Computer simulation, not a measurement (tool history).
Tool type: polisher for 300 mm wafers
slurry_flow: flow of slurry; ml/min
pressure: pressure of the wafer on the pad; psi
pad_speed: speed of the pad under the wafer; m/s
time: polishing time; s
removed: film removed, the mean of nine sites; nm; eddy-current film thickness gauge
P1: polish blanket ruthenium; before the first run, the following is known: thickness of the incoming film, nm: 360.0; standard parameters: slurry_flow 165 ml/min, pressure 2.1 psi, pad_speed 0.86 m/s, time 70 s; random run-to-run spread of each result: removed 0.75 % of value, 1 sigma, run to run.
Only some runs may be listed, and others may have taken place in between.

| run | hour | slurry_flow | pressure | pad_speed | time | wafers polished on this pad | hours since the slurry nozzle was cleaned | hours since the head pressure was calibrated | removed |
|---|---|---|---|---|---|---|---|---|---|
| 1 | 4.1 | 165 | 2.1 | 0.86 | 70 | 349 | 303.8 | 313.2 | 57.112 |
| 2 | 8.1 | 165 | 2.1 | 1.20 | 70 | 401 | 307.8 | 317.2 | 80.735 |
| 3 | 10.3 | 165 | 2.1 | 0.86 | 70 | 429 | 310.0 | 319.4 | 57.531 |
| 4 | 13.6 | 165 | 2.1 | 0.86 | 107 | 472 | 313.3 | 322.7 | 87.731 |
| 5 | 17.4 | 165 | 2.1 | 0.86 | 70 | 522 | 317.1 | 326.5 | 57.208 |
| 6 | 21.6 | 165 | 2.1 | 0.60 | 70 | 577 | 321.3 | 330.7 | 40.806 |
| 7 | 24.8 | 260 | 2.1 | 0.86 | 70 | 619 | 324.5 | 333.9 | 61.188 |
| 8 | 27.0 | 165 | 2.6 | 0.86 | 51 | 647 | 326.7 | 336.1 | 52.095 |
| 9 | 30.5 | 165 | 1.2 | 0.86 | 70 | 693 | 330.2 | 339.6 | 33.076 |
| 10 | 32.5 | 165 | 2.1 | 0.86 | 70 | 719 | 332.2 | 341.6 | 57.645 |
| 11 | 35.5 | 100 | 2.1 | 0.86 | 70 | 758 | 335.2 | 344.6 | 52.331 |
| 12 | 39.2 | 165 | 2.1 | 0.86 | 70 | 806 | 338.9 | 348.3 | 57.309 |
| 13 | 42.6 | 165 | 2.1 | 0.86 | 44 | 851 | 342.3 | 351.7 | 36.172 |
| 14 | 46.1 | 165 | 2.1 | 0.86 | 70 | 896 | 345.8 | 355.2 | 58.278 |
| 15 | 48.4 | 165 | 3.1 | 0.86 | 70 | 926 | 348.1 | 357.5 | 84.755 |
| 16 | 50.4 | 165 | 2.1 | 0.86 | 70 | 952 | 350.1 | 359.5 | 57.054 |
| 17 | 54.4 | 165 | 2.1 | 0.86 | 70 | 1005 | 354.1 | 363.5 | 55.156 |
| 18 | 56.5 | 165 | 2.1 | 0.86 | 70 | 1032 | 356.2 | 365.6 | 53.714 |
| 19 | 59.3 | 165 | 2.1 | 0.86 | 70 | 1068 | 359.0 | 368.4 | 53.996 |
| 20 | 61.2 | 165 | 2.1 | 0.86 | 70 | 1093 | 360.9 | 370.3 | 53.656 |
| 21 | 64.5 | 165 | 2.1 | 0.86 | 70 | 1136 | 364.2 | 373.6 | 53.900 |
|  | 65.1 | head pressure recalibrated |
| 22 | 67.2 | 165 | 2.1 | 0.86 | 70 | 1172 | 366.9 | 2.2 | 52.981 |
| 23 | 70.3 | 165 | 2.1 | 0.86 | 70 | 1212 | 370.0 | 5.3 | 53.439 |

What P1 gives has crept off from where it sat before. The 2 causes that follow fit the log equally well, each at the size noted:
A: removal rate lost through wear of the pad, % = 7.95
B: slurry flow missing at the pad, % = 34.9
The onset of the drift is placed at about hour 50.4.
Each remaining cause and why it is not a fit:
head's pressure below its setpoint, %: work on it at hour 65.1, done after the drift set in, did not restore what the process gave before

Which of the check runs below tells the causes apart, meaning the causes would give it clearly different results? Each run uses 2 wafers whose results are averaged, and each result is shown as a question mark.
| check 1 | 73.4 | 165 | 1.4 | 0.86 | 70 |  |  |  | ? |
| check 2 | 73.4 | 100 | 2.1 | 0.86 | 70 |  |  |  | ? |
| check 3 | 73.4 | 165 | 2.6 | 0.86 | 70 |  |  |  | ? |
| check 4 | 73.4 | 165 | 2.1 | 0.86 | 47 |  |  |  | ? |

If the cause were each of the candidates in turn, the checks would give the following:
| check | result | if A | if B |
|---|---|---|---|
| check 1 | removed | 35.437 | 35.438 |
| check 2 | removed | 48.097 | 45.935 |
| check 3 | removed | 65.812 | 65.814 |
| check 4 | removed | 35.691 | 35.691 |
Smallest distance between any two causes, each pair judged by its most separating result, in per cent: check 1 0 %; check 2 4.6 %; check 3 0 %; check 4 0 %
Check 2 is the one run that separates the causes; every other check would come out nearly the same whichever cause is at work.

Then check 2 was run and gave: removed 47.888 nm. Which cause is it?

It is A: removal rate lost through wear of the pad, %.
